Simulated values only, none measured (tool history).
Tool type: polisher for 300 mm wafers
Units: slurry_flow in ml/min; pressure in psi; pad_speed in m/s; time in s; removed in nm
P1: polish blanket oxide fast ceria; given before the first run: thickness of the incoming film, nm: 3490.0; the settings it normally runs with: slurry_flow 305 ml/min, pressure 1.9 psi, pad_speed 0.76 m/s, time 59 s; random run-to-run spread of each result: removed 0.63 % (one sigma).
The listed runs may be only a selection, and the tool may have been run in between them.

{"run": 1, "day": 0.358, "slurry_flow": 305, "pressure": 1.9, "pad_speed": 0.76, "time": 59, "removed": 559.11}
{"run": 2, "day": 0.604, "slurry_flow": 305, "pressure": 1.9, "pad_speed": 1.2, "time": 59, "removed": 884.9}
{"run": 3, "day": 0.808, "slurry_flow": 305, "pressure": 1.9, "pad_speed": 0.76, "time": 59, "removed": 561.63}
{"run": 4, "day": 1.05, "slurry_flow": 305, "pressure": 2.5, "pad_speed": 0.76, "time": 59, "removed": 735.22}
{"run": 5, "day": 1.292, "slurry_flow": 185, "pressure": 1.9, "pad_speed": 0.76, "time": 83, "removed": 751.86}
{"run": 6, "day": 1.521, "slurry_flow": 305, "pressure": 1.9, "pad_speed": 0.76, "time": 59, "removed": 566.66}
{"run": 7, "day": 1.925, "slurry_flow": 305, "pressure": 1.9, "pad_speed": 0.38, "time": 59, "removed": 278.52}
{"run": 8, "day": 2.346, "slurry_flow": 305, "pressure": 2.9, "pad_speed": 0.76, "time": 84, "removed": 1222.2}
{"run": 9, "day": 2.775, "slurry_flow": 410, "pressure": 1.9, "pad_speed": 0.76, "time": 59, "removed": 574.36}
{"run": 10, "day": 3.062, "slurry_flow": 305, "pressure": 0.9, "pad_speed": 0.76, "time": 59, "removed": 263.28}
{"run": 11, "day": 3.329, "slurry_flow": 305, "pressure": 1.9, "pad_speed": 0.76, "time": 59, "removed": 562.38}
{"run": 12, "day": 3.638, "slurry_flow": 305, "pressure": 1.9, "pad_speed": 0.76, "time": 59, "removed": 557.76}
{"run": 13, "day": 3.917, "slurry_flow": 200, "pressure": 1.9, "pad_speed": 1.04, "time": 59, "removed": 732.18}
{"run": 14, "day": 4.329, "slurry_flow": 185, "pressure": 1.9, "pad_speed": 0.76, "time": 59, "removed": 531.47}
{"run": 15, "day": 4.604, "slurry_flow": 305, "pressure": 1.9, "pad_speed": 0.76, "time": 27, "removed": 259.33}
{"run": 16, "day": 5.046, "slurry_flow": 305, "pressure": 1.9, "pad_speed": 0.76, "time": 87, "removed": 828.09}
{"run": 17, "day": 5.312, "slurry_flow": 305, "pressure": 1.9, "pad_speed": 0.76, "time": 59, "removed": 561.1}
{"run": 18, "day": 5.7, "slurry_flow": 305, "pressure": 1.9, "pad_speed": 0.76, "time": 59, "removed": 557.61}
{"run": 19, "day": 6.108, "slurry_flow": 305, "pressure": 1.9, "pad_speed": 0.76, "time": 59, "removed": 549.19}
{"run": 20, "day": 6.371, "slurry_flow": 305, "pressure": 1.9, "pad_speed": 0.76, "time": 59, "removed": 543.55}
{"run": 21, "day": 6.712, "slurry_flow": 305, "pressure": 1.9, "pad_speed": 0.76, "time": 59, "removed": 540.81}
{"day": 6.846, "done": "head pressure recalibrated"}
{"run": 22, "day": 6.996, "slurry_flow": 305, "pressure": 1.9, "pad_speed": 0.76, "time": 59, "removed": 544.77}
{"run": 23, "day": 7.408, "slurry_flow": 305, "pressure": 1.9, "pad_speed": 0.76, "time": 59, "removed": 538.12}
{"run": 24, "day": 7.738, "slurry_flow": 305, "pressure": 1.9, "pad_speed": 0.76, "time": 59, "removed": 541.22}
{"run": 25, "day": 8.088, "slurry_flow": 305, "pressure": 1.9, "pad_speed": 0.76, "time": 59, "removed": 537.73}
{"run": 26, "day": 8.346, "slurry_flow": 305, "pressure": 1.9, "pad_speed": 0.76, "time": 59, "removed": 535.95}
{"run": 27, "day": 8.704, "slurry_flow": 305, "pressure": 1.9, "pad_speed": 0.76, "time": 59, "removed": 535.42}
{"run": 28, "day": 9.017, "slurry_flow": 305, "pressure": 1.9, "pad_speed": 0.76, "time": 59, "removed": 541.84}

P1 no longer gives what it gave before; its output has crept away from where it was. The following 2 causes, each at its listed size, fit the log equally well:
A: slurry flow missing at the pad, % = 32.6
B: removal rate lost through wear of the pad, % = 4.14
The creep began at about day 5.312.
What rules out each remaining cause:
head's pressure below its setpoint, %: was serviced at day 6.846, once the creep was under way, yet the earlier output never came back

Which of the 4 check runs listed below, each an average over 5 wafers with its results shown as question marks, gives clearly different results under the different listed causes?
{"run": "check 1", "day": 9.329, "slurry_flow": 305, "pressure": 0.9, "pad_speed": 0.76, "time": 28, "removed": "?"}
{"run": "check 2", "day": 9.329, "slurry_flow": 305, "pressure": 1.9, "pad_speed": 0.58, "time": 86, "removed": "?"}
{"run": "check 3", "day": 9.329, "slurry_flow": 305, "pressure": 1.3, "pad_speed": 0.76, "time": 32, "removed": "?"}
{"run": "check 4", "day": 9.329, "slurry_flow": 185, "pressure": 1.9, "pad_speed": 1.08, "time": 59, "removed": "?"}

If the cause were each of the candidates in turn, the checks would give the following:
check=check_1 result=removed if_A=121.19 if_B=121.19
check=check_2 result=removed if_A=599.70 if_B=599.70
check=check_3 result=removed if_A=200.06 if_B=200.06
check=check_4 result=removed if_A=705.88 if_B=723.99
Minimum pairwise separation of causes per check, each pair taken at its best-separating result: check 1 0 %; check 2 0 %; check 3 0 %; check 4 2.53 %
The other checks would show nearly matching results whichever cause is true, so check 4 is the only one that separates the causes.

Then check 4 was run and gave: removed 725.12 nm. Which cause is it?

It is B: removal rate lost through wear of the pad, %.
